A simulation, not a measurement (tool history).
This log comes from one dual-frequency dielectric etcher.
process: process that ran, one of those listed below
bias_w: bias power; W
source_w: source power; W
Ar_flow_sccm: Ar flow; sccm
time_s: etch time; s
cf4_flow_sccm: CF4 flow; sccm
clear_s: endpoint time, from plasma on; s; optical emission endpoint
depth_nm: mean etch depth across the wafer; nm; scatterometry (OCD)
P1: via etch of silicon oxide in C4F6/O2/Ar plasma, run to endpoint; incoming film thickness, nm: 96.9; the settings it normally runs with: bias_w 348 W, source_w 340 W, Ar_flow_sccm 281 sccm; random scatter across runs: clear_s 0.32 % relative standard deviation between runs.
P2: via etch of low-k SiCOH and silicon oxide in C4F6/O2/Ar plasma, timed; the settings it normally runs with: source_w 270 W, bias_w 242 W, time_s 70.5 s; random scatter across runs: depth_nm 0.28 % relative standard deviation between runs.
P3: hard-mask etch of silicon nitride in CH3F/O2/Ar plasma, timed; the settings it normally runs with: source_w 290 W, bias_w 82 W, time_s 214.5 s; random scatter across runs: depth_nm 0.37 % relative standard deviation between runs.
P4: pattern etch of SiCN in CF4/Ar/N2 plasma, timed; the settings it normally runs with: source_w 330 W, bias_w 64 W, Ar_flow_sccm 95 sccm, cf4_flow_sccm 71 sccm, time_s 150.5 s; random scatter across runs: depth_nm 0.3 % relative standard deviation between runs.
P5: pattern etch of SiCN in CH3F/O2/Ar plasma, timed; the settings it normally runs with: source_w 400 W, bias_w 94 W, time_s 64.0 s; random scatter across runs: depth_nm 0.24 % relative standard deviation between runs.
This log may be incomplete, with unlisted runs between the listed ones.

| run | hour | process | bias_w | source_w | Ar_flow_sccm | time_s | cf4_flow_sccm | hours since the last wet clean | hours since the last bias power generator calibration | hours since the last source power generator calibration | hours since the last Ar flow controller change | clear_s | depth_nm |
|---|---|---|---|---|---|---|---|---|---|---|---|---|---|
| 1 | 4.6 | P1 | 348 | 340 | 281 |  |  | 169.1 | 504.4 | 624.1 | 640.9 | 26.421 |  |
| 2 | 7.2 | P1 | 348 | 450 | 281 |  |  | 171.7 | 507.0 | 626.7 | 643.5 | 23.769 |  |
| 3 | 10.0 | P2 | 191 | 270 |  | 70.5 |  | 174.5 | 509.8 | 629.5 | 646.3 |  | 158.050 |
| 4 | 12.9 | P4 | 64 | 330 | 95 | 219.5 | 71 | 177.4 | 512.7 | 632.4 | 649.2 |  | 141.220 |
| 5 | 16.7 | P1 | 348 | 340 | 281 |  |  | 181.2 | 516.5 | 636.2 | 653.0 | 26.364 |  |
| 6 | 20.7 | P1 | 348 | 340 | 281 |  |  | 185.2 | 520.5 | 640.2 | 657.0 | 26.318 |  |
|  | 24.9 | source power generator calibrated |
| 7 | 26.2 | P4 | 64 | 330 | 114 | 150.5 | 71 | 190.7 | 526.0 | 1.3 | 662.5 |  | 94.188 |
| 8 | 32.2 | P5 | 94 | 400 |  | 64.0 |  | 196.7 | 532.0 | 7.3 | 668.5 |  | 26.696 |
| 9 | 38.2 | P2 | 242 | 170 |  | 70.5 |  | 202.7 | 538.0 | 13.3 | 674.5 |  | 143.590 |
| 10 | 44.2 | P1 | 348 | 340 | 281 |  |  | 208.7 | 544.0 | 19.3 | 680.5 | 26.395 |  |
| 11 | 49.7 | P3 | 112 | 290 |  | 214.5 |  | 214.2 | 549.5 | 24.8 | 686.0 |  | 156.580 |
| 12 | 54.3 | P1 | 348 | 340 | 281 |  |  | 218.8 | 554.1 | 29.4 | 690.6 | 26.575 |  |
| 13 | 60.4 | P3 | 82 | 370 |  | 214.5 |  | 224.9 | 560.2 | 35.5 | 696.7 |  | 152.150 |
| 14 | 65.6 | P3 | 82 | 290 |  | 214.5 |  | 230.1 | 565.4 | 40.7 | 701.9 |  | 139.070 |
| 15 | 70.1 | P1 | 419 | 340 | 193 |  |  | 234.6 | 569.9 | 45.2 | 706.4 | 23.816 |  |
| 16 | 74.4 | P5 | 94 | 400 |  | 92.5 |  | 238.9 | 574.2 | 49.5 | 710.7 |  | 38.657 |
| 17 | 77.8 | P2 | 242 | 270 |  | 70.5 |  | 242.3 | 577.6 | 52.9 | 714.1 |  | 170.500 |
| 18 | 82.4 | P2 | 242 | 270 |  | 70.5 |  | 246.9 | 582.2 | 57.5 | 718.7 |  | 171.480 |
| 19 | 85.7 | P1 | 348 | 250 | 281 |  |  | 250.2 | 585.5 | 60.8 | 722.0 | 29.538 |  |
| 20 | 91.8 | P4 | 64 | 330 | 95 | 150.5 | 71 | 256.3 | 591.6 | 66.9 | 728.1 |  | 96.582 |
| 21 | 97.8 | P5 | 118 | 400 |  | 64.0 |  | 262.3 | 597.6 | 72.9 | 734.1 |  | 29.166 |
| 22 | 103.1 | P4 | 64 | 330 | 95 | 150.5 | 71 | 267.6 | 602.9 | 78.2 | 739.4 |  | 96.410 |
| 23 | 109.1 | P1 | 348 | 340 | 281 |  |  | 273.6 | 608.9 | 84.2 | 745.4 | 26.423 |  |
| 24 | 112.5 | P4 | 64 | 330 | 95 | 150.5 | 91 | 277.0 | 612.3 | 87.6 | 748.8 |  | 100.440 |
| 25 | 115.2 | P3 | 82 | 290 |  | 166.0 |  | 279.7 | 615.0 | 90.3 | 751.5 |  | 107.640 |
| 26 | 120.8 | P5 | 94 | 400 |  | 64.0 |  | 285.3 | 620.6 | 95.9 | 757.1 |  | 26.755 |
| 27 | 125.2 | P2 | 242 | 270 |  | 90.5 |  | 289.7 | 625.0 | 100.3 | 761.5 |  | 219.240 |
| 28 | 129.6 | P1 | 245 | 340 | 281 |  |  | 294.1 | 629.4 | 104.7 | 765.9 | 29.821 |  |
| 29 | 134.7 | P4 | 64 | 210 | 95 | 150.5 | 71 | 299.2 | 634.5 | 109.8 | 771.0 |  | 64.629 |
| 30 | 139.8 | P3 | 82 | 290 |  | 214.5 |  | 304.3 | 639.6 | 114.9 | 776.1 |  | 139.600 |
| 31 | 145.2 | P5 | 94 | 250 |  | 64.0 |  | 309.7 | 645.0 | 120.3 | 781.5 |  | 22.552 |
| 32 | 149.5 | P4 | 45 | 330 | 95 | 150.5 | 71 | 314.0 | 649.3 | 124.6 | 785.8 |  | 85.993 |
| 33 | 152.5 | P1 | 415 | 340 | 281 |  |  | 317.0 | 652.3 | 127.6 | 788.8 | 25.028 |  |
| 34 | 158.0 | P1 | 348 | 340 | 362 |  |  | 322.5 | 657.8 | 133.1 | 794.3 | 27.144 |  |
| 35 | 163.7 | P1 | 348 | 340 | 218 |  |  | 328.2 | 663.5 | 138.8 | 800.0 | 25.869 |  |
| 36 | 168.0 | P1 | 348 | 340 | 281 |  |  | 332.5 | 667.8 | 143.1 | 804.3 | 26.407 |  |
| 37 | 170.9 | P1 | 348 | 340 | 281 |  |  | 335.4 | 670.7 | 146.0 | 807.2 | 26.401 |  |
| 38 | 174.1 | P1 | 348 | 340 | 281 |  |  | 338.6 | 673.9 | 149.2 | 810.4 | 26.062 |  |
|  | 177.5 | wet clean of the chamber |
| 39 | 180.0 | P1 | 348 | 340 | 281 |  |  | 2.5 | 679.8 | 155.1 | 816.3 | 26.157 |  |
|  | 183.7 | Ar flow controller replaced |
| 40 | 184.4 | P1 | 348 | 340 | 281 |  |  | 6.9 | 684.2 | 159.5 | 0.8 | 26.023 |  |
| 41 | 189.0 | P1 | 348 | 340 | 281 |  |  | 11.5 | 688.8 | 164.1 | 5.4 | 26.008 |  |
| 42 | 194.2 | P1 | 348 | 340 | 281 |  |  | 16.7 | 694.0 | 169.3 | 10.6 | 26.007 |  |

Something has made what P1 gives creep away from where it was; the 2 causes below, each at its own stated size, fit the log equally well:
A: source power that arrives over what is set, % = 4.42
B: bias power that arrives over what is set, % = 4.62
The creep began at about hour 168.0.
Ruled out, with reasons:
chamber walls in a state that raises the etch rate, %: serviced at hour 177.5, after the drift had started, without restoring the earlier output
Ar flow that arrives under what is set, %: serviced at hour 183.7, after the drift had started, without restoring the earlier output

Which of the 4 check runs listed below separates the causes, so that each cause would produce a clearly different result? Each run uses one wafer, and its results are marked with question marks.
| check 1 | 199.4 | P2 | 242 | 210 |  | 70.5 |  |  |  |  |  |  | ? |
| check 2 | 199.4 | P5 | 94 | 280 |  | 64.0 |  |  |  |  |  |  | ? |
| check 3 | 199.4 | P3 | 112 | 330 |  | 214.5 |  |  |  |  |  |  | ? |
| check 4 | 199.4 | P4 | 46 | 330 | 95 | 150.5 | 90 |  |  |  |  |  | ? |

What every check run would give for each of its results, assuming each possible cause in turn:
| check | result | if A | if B |
|---|---|---|---|
| check 1 | depth_nm | 157.890 | 157.800 |
| check 2 | depth_nm | 23.835 | 23.868 |
| check 3 | depth_nm | 166.320 | 166.530 |
| check 4 | depth_nm | 93.294 | 91.018 |
Gap, in per cent, between the two causes that each check separates least, read from the result that separates them most: check 1 0.05 %; check 2 0.14 %; check 3 0.12 %; check 4 2.47 %
The other checks would show nearly matching results whichever cause is true, so check 4 is the only one that separates the causes.

Then check 4 was run and gave: depth_nm 90.959 nm. Which cause is it?

It was cause B: bias power that arrives over what is set, %.
